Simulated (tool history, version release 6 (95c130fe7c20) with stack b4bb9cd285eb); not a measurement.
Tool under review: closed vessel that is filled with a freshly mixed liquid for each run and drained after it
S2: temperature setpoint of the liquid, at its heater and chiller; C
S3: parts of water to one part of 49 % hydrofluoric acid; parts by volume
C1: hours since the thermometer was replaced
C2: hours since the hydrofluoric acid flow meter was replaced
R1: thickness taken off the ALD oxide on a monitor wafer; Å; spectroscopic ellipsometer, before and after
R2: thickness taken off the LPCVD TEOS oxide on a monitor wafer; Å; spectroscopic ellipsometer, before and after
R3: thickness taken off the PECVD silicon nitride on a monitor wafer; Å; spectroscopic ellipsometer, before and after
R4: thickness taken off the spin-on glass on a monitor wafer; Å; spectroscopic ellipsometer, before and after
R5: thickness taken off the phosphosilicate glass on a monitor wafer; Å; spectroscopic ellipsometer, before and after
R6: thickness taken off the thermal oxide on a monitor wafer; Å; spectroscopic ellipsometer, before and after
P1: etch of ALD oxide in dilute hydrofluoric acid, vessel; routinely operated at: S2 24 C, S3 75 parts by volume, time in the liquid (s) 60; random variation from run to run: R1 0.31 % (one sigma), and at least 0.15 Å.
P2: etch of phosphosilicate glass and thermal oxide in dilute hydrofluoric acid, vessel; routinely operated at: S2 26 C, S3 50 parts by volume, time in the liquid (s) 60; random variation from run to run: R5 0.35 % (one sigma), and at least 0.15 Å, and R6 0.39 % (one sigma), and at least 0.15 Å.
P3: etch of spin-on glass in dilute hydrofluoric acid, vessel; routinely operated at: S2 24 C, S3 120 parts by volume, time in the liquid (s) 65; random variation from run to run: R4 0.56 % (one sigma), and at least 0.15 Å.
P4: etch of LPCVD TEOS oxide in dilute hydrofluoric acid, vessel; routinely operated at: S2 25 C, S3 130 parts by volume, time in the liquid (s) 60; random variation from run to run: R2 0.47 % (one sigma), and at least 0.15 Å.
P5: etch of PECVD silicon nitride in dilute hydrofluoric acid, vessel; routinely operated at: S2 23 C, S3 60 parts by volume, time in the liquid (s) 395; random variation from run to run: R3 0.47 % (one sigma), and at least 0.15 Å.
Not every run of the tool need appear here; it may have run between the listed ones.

{"run": 1, "day": 0.142, "process that ran": "P1", "S2": 24, "S3": 75, "time in the liquid (s)": 60, "C1": 1375.7, "C2": 482.2, "R1": 168.76}
{"run": 2, "day": 0.279, "process that ran": "P1", "S2": 24, "S3": 75, "time in the liquid (s)": 100, "C1": 1379, "C2": 485.5, "R1": 282.15}
{"run": 3, "day": 0.55, "process that ran": "P1", "S2": 24, "S3": 75, "time in the liquid (s)": 60, "C1": 1385.5, "C2": 492, "R1": 168.07}
{"run": 4, "day": 0.817, "process that ran": "P4", "S2": 25, "S3": 130, "time in the liquid (s)": 60, "C1": 1391.9, "C2": 498.4, "R2": 215.66}
{"run": 5, "day": 0.992, "process that ran": "P5", "S2": 23, "S3": 60, "time in the liquid (s)": 30, "C1": 1396.1, "C2": 502.6, "R3": 21.914}
{"run": 6, "day": 1.183, "process that ran": "P1", "S2": 24, "S3": 140, "time in the liquid (s)": 60, "C1": 1400.7, "C2": 507.2, "R1": 83.297}
{"run": 7, "day": 1.404, "process that ran": "P3", "S2": 24, "S3": 120, "time in the liquid (s)": 30, "C1": 1406, "C2": 512.5, "R4": 96.814}
{"run": 8, "day": 1.638, "process that ran": "P1", "S2": 17.5, "S3": 75, "time in the liquid (s)": 60, "C1": 1411.6, "C2": 518.1, "R1": 128.72}
{"run": 9, "day": 1.8, "process that ran": "P2", "S2": 26, "S3": 50, "time in the liquid (s)": 30, "C1": 1415.5, "C2": 522, "R5": 843.82, "R6": 34.466}
{"run": 10, "day": 2.0, "process that ran": "P1", "S2": 24, "S3": 75, "time in the liquid (s)": 60, "C1": 1420.3, "C2": 526.8, "R1": 169.63}
{"run": 11, "day": 2.246, "process that ran": "P4", "S2": 25, "S3": 35, "time in the liquid (s)": 60, "C1": 1426.2, "C2": 532.7, "R2": 909.84}
{"run": 12, "day": 2.558, "process that ran": "P1", "S2": 20, "S3": 35, "time in the liquid (s)": 60, "C1": 1433.7, "C2": 540.2, "R1": 323.18}
{"run": 13, "day": 2.821, "process that ran": "P2", "S2": 26, "S3": 50, "time in the liquid (s)": 60, "C1": 1440, "C2": 546.5, "R5": 1682.4, "R6": 68.478}
{"run": 14, "day": 3.025, "process that ran": "P1", "S2": 28.5, "S3": 75, "time in the liquid (s)": 30, "C1": 1444.9, "C2": 551.4, "R1": 101.2}
{"run": 15, "day": 3.325, "process that ran": "P5", "S2": 27, "S3": 60, "time in the liquid (s)": 395, "C1": 1452.1, "C2": 558.6, "R3": 376.33}
{"run": 16, "day": 3.592, "process that ran": "P1", "S2": 24, "S3": 20, "time in the liquid (s)": 60, "C1": 1458.5, "C2": 565, "R1": 680.34}
{"run": 17, "day": 3.767, "process that ran": "P1", "S2": 24, "S3": 75, "time in the liquid (s)": 30, "C1": 1462.7, "C2": 569.2, "R1": 84.271}
{"run": 18, "day": 3.929, "process that ran": "P4", "S2": 32.5, "S3": 130, "time in the liquid (s)": 60, "C1": 1466.6, "C2": 573.1, "R2": 284.07}
{"run": 19, "day": 4.238, "process that ran": "P2", "S2": 31, "S3": 50, "time in the liquid (s)": 60, "C1": 1474, "C2": 580.5, "R5": 2032.9, "R6": 83.976}
{"run": 20, "day": 4.417, "process that ran": "P5", "S2": 23, "S3": 60, "time in the liquid (s)": 395, "C1": 1478.3, "C2": 584.8, "R3": 287.95}
{"run": 21, "day": 4.592, "process that ran": "P5", "S2": 23, "S3": 20, "time in the liquid (s)": 395, "C1": 1482.5, "C2": 589, "R3": 836.36}
{"run": 22, "day": 4.804, "process that ran": "P4", "S2": 25, "S3": 130, "time in the liquid (s)": 30, "C1": 1487.6, "C2": 594.1, "R2": 108.61}
{"run": 23, "day": 5.004, "process that ran": "P2", "S2": 26, "S3": 80, "time in the liquid (s)": 60, "C1": 1492.4, "C2": 598.9, "R5": 1014.8, "R6": 41.456}
{"run": 24, "day": 5.221, "process that ran": "P3", "S2": 24, "S3": 120, "time in the liquid (s)": 65, "C1": 1497.6, "C2": 604.1, "R4": 209}
{"run": 25, "day": 5.529, "process that ran": "P3", "S2": 24, "S3": 45, "time in the liquid (s)": 65, "C1": 1505, "C2": 611.5, "R4": 617.33}
{"run": 26, "day": 5.767, "process that ran": "P1", "S2": 24, "S3": 75, "time in the liquid (s)": 60, "C1": 1510.7, "C2": 617.2, "R1": 169.27}
{"run": 27, "day": 6.017, "process that ran": "P1", "S2": 24, "S3": 75, "time in the liquid (s)": 60, "C1": 1516.7, "C2": 623.2, "R1": 169.17}
{"run": 28, "day": 6.275, "process that ran": "P1", "S2": 24, "S3": 75, "time in the liquid (s)": 60, "C1": 1522.9, "C2": 629.4, "R1": 168.18}
{"run": 29, "day": 6.458, "process that ran": "P1", "S2": 24, "S3": 75, "time in the liquid (s)": 60, "C1": 1527.3, "C2": 633.8, "R1": 168.76}
{"day": 6.542, "done": "thermometer replaced"}
{"run": 30, "day": 6.638, "process that ran": "P1", "S2": 32, "S3": 75, "time in the liquid (s)": 60, "C1": 2.3, "C2": 638.1, "R1": 230.46}
{"run": 31, "day": 6.854, "process that ran": "P4", "S2": 25, "S3": 130, "time in the liquid (s)": 60, "C1": 7.5, "C2": 643.3, "R2": 215.13}
{"run": 32, "day": 6.992, "process that ran": "P5", "S2": 23, "S3": 60, "time in the liquid (s)": 395, "C1": 10.8, "C2": 646.6, "R3": 289.26}
{"run": 33, "day": 7.217, "process that ran": "P3", "S2": 31, "S3": 120, "time in the liquid (s)": 65, "C1": 16.2, "C2": 652, "R4": 273.46}
{"run": 34, "day": 7.462, "process that ran": "P1", "S2": 24, "S3": 75, "time in the liquid (s)": 60, "C1": 22.1, "C2": 657.9, "R1": 168.84}
{"run": 35, "day": 7.633, "process that ran": "P1", "S2": 24, "S3": 75, "time in the liquid (s)": 60, "C1": 26.2, "C2": 662, "R1": 165.59}
{"run": 36, "day": 7.912, "process that ran": "P1", "S2": 24, "S3": 75, "time in the liquid (s)": 60, "C1": 32.9, "C2": 668.7, "R1": 160.76}
{"run": 37, "day": 8.192, "process that ran": "P1", "S2": 24, "S3": 75, "time in the liquid (s)": 60, "C1": 39.6, "C2": 675.4, "R1": 158.21}
{"run": 38, "day": 8.333, "process that ran": "P1", "S2": 24, "S3": 75, "time in the liquid (s)": 60, "C1": 43, "C2": 678.8, "R1": 156.82}
{"run": 39, "day": 8.567, "process that ran": "P1", "S2": 24, "S3": 75, "time in the liquid (s)": 60, "C1": 48.6, "C2": 684.4, "R1": 155.67}
{"run": 40, "day": 8.762, "process that ran": "P1", "S2": 24, "S3": 75, "time in the liquid (s)": 60, "C1": 53.3, "C2": 689.1, "R1": 155.31}
{"run": 41, "day": 9.029, "process that ran": "P1", "S2": 24, "S3": 75, "time in the liquid (s)": 60, "C1": 59.7, "C2": 695.5, "R1": 155.3}
{"run": 42, "day": 9.304, "process that ran": "P1", "S2": 24, "S3": 75, "time in the liquid (s)": 60, "C1": 66.3, "C2": 702.1, "R1": 154.78}
{"run": 43, "day": 9.508, "process that ran": "P1", "S2": 24, "S3": 75, "time in the liquid (s)": 60, "C1": 71.2, "C2": 707, "R1": 153.8}
{"run": 44, "day": 9.662, "process that ran": "P1", "S2": 24, "S3": 75, "time in the liquid (s)": 60, "C1": 74.9, "C2": 710.7, "R1": 153.58}
{"run": 45, "day": 9.929, "process that ran": "P1", "S2": 24, "S3": 75, "time in the liquid (s)": 60, "C1": 81.3, "C2": 717.1, "R1": 153.39}

Something has made what P1 gives creep away from where it was; the 2 causes below, each at its own stated size, fit the log equally well:
A: hydrofluoric acid flow below the setpoint (%) = 8.24
B: liquid colder than its thermometer reads (K) = 2.33
At approximately day 7.462, the process output began to creep.

Which of the 4 check runs listed below separates the causes, so that each cause would produce a clearly different result? Each run uses one wafer, and its results are marked with question marks.
{"run": "check 1", "day": 10.196, "process that ran": "P5", "S2": 23, "S3": 25, "time in the liquid (s)": 45, "R3": "?"}
{"run": "check 2", "day": 10.196, "process that ran": "P3", "S2": 28, "S3": 65, "time in the liquid (s)": 65, "R4": "?"}
{"run": "check 3", "day": 10.196, "process that ran": "P4", "S2": 32, "S3": 45, "time in the liquid (s)": 60, "R2": "?"}
{"run": "check 4", "day": 10.196, "process that ran": "P2", "S2": 31, "S3": 80, "time in the liquid (s)": 60, "R5": "?", "R6": "?"}

If the cause were each of the candidates in turn, the checks would give the following:
check=check_1 result=R3 if_A=71.008 if_B=65.604
check=check_2 result=R4 if_A=440.81 if_B=441.6
check=check_3 result=R2 if_A=840.51 if_B=841.56
check=check_4 result=R5 if_A=1110.6 if_B=1119
check=check_4 result=R6 if_A=45.326 if_B=45.67
Distance between the nearest two causes, measured in the result of the check that separates them most: check 1 7.92 %; check 2 0.18 %; check 3 0.13 %; check 4 0.76 %
Check 1 tells the causes apart: in the others they would give nearly the same result.

The results of check 1 are: R3 71.463 Å. Based on these, which of the listed causes is it?

It was cause A: hydrofluoric acid flow below the setpoint (%).
